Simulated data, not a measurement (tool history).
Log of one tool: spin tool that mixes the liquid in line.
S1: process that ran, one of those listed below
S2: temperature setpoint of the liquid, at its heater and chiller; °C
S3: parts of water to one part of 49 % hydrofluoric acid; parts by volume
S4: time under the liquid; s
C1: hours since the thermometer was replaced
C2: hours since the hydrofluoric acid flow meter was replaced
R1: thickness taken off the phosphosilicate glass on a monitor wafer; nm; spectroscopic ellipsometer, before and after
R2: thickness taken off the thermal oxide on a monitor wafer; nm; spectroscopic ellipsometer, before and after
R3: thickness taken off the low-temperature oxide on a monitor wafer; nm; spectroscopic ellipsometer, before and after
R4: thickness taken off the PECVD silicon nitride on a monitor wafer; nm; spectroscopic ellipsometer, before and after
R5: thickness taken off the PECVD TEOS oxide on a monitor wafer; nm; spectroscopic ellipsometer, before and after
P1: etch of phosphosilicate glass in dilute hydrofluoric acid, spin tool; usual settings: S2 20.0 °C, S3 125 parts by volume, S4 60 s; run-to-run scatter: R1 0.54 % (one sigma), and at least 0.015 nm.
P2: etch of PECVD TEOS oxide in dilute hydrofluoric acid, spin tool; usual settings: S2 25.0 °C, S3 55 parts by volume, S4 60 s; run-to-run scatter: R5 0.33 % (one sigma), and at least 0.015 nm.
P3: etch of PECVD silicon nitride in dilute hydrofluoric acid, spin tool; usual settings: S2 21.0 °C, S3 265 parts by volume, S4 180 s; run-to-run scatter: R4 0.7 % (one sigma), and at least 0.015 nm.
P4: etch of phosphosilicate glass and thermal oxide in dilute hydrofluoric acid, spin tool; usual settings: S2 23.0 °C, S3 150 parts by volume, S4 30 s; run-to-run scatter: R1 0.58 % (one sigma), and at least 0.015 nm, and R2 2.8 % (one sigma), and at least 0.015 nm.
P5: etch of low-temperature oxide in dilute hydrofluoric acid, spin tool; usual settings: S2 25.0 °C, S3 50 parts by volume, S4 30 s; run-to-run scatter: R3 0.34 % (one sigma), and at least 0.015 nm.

run	hour	S1	S2	S3	S4	C1	C2	R1	R2	R3	R4	R5
1	10.4	P1	20.0	125	60	649.0	1357.6	24.8920				
2	19.5	P4	23.0	255	30	658.1	1366.7	14.7150	0.47389			
3	28.9	P5	25.0	30	30	667.5	1376.1			33.672		
4	35.0	P3	21.0	265	180	673.6	1382.2				3.3141	
5	43.1	P2	25.0	55	20	681.7	1390.3					6.0274
6	50.6	P1	20.0	125	60	689.2	1397.8	24.7880				
7	56.7	P1	20.0	125	60	695.3	1403.9	24.9750				
8	62.5	P3	21.0	265	180	701.1	1409.7				3.3405	
9	67.4	P1	20.0	125	60	706.0	1414.6	24.6710				
10	78.4	P1	20.0	125	60	717.0	1425.6	24.9950				
11	89.2	P1	17.0	125	100	727.8	1436.4	36.5880				
12	96.0	P4	23.0	150	30	734.6	1443.2	27.8350	0.86758			
13	104.9	P4	23.0	150	15	743.5	1452.1	13.9980	0.45525			
14	112.8	P5	25.0	50	50	751.4	1460.0			32.896		
15	118.8	P1	25.5	125	15	757.4	1466.0	7.7659				
16	128.0	P4	30.0	150	30	766.6	1475.2	36.2980	1.09140			
17	133.6	P5	21.0	50	30	772.2	1480.8			16.662		
18	138.7	P1	20.0	125	60	777.3	1485.9	24.7720				
19	147.3	P3	21.0	265	270	785.9	1494.5				5.0201	
20	158.3	P3	21.0	170	180	796.9	1505.5				5.0978	
21	166.9	P2	31.0	55	60	805.5	1514.1					22.9710
22	175.8	P5	25.0	50	30	814.4	1523.0			19.731		
23	186.0	P1	20.0	125	15	824.6	1533.2	6.1558				
24	195.8	P1	27.0	125	60	834.4	1543.0	32.7000				
25	206.6	P1	17.0	125	60	845.2	1553.8	22.0890				
26	213.2	P2	25.0	30	60	851.8	1560.4					34.4000
27	222.0	P2	25.0	55	60	860.6	1569.2					18.1200
28	233.3	P1	20.0	125	90	871.9	1580.5	37.4250				
29	243.4	P1	20.0	40	60	882.0	1590.6	86.1280				
30	252.2	P1	20.0	215	60	890.8	1599.4	13.0580				
31	257.5	P3	17.0	265	180	896.1	1604.7				2.5649	
32	265.4	P1	20.0	125	60	904.0	1612.6	24.6720				
33	272.5	P1	20.0	125	60	911.1	1619.7	24.2720				
34	282.5	P1	20.0	125	60	921.1	1629.7	23.9310				
35	292.0	P1	20.0	125	60	930.6	1639.2	23.8610				
36	300.8	P1	20.0	125	60	939.4	1648.0	23.5090				
37	308.7	P1	20.0	125	60	947.3	1655.9	23.4940				
38	316.3	P1	20.0	125	60	954.9	1663.5	23.3650				
39	323.0	P1	20.0	125	60	961.6	1670.2	23.3190				
40	329.6	P1	20.0	125	60	968.2	1676.8	23.1870				
41	338.0	P1	20.0	125	60	976.6	1685.2	23.4000				

What P1 gives has crept away from where it was. These 2 causes fit the log equally well, each at the size given:
A: liquid colder than its thermometer reads (K) = 1.56
B: hydrofluoric acid flow below the setpoint (%) = 5.41
The creep began at about hour 265.4.

4 check runs are offered, each on 2 wafers whose results are averaged, their results left as question marks. Which one tells the causes apart?
check 1	346.4	P2	25.0	55	60							?
check 2	346.4	P5	25.0	50	30					?		
check 3	346.4	P3	21.0	265	180						?	
check 4	346.4	P4	23.0	150	30			?	?			

What each check would give under each cause:
check	result	if A	if B
check 1	R5	16.9910	17.0580
check 2	R3	18.477	18.562
check 3	R4	3.0133	3.1546
check 4	R1	26.2260	26.1100
check 4	R2	0.80777	0.80420
How far apart the two closest causes lie, in the result that separates them most: check 1 0.39 %; check 2 0.46 %; check 3 4.58 %; check 4 0.44 %
Only check 3 tells the causes apart: in the others they would give nearly the same result.

Then check 3 was run and gave: R4 3.0026 nm. Which cause is it?

It is A: liquid colder than its thermometer reads (K).
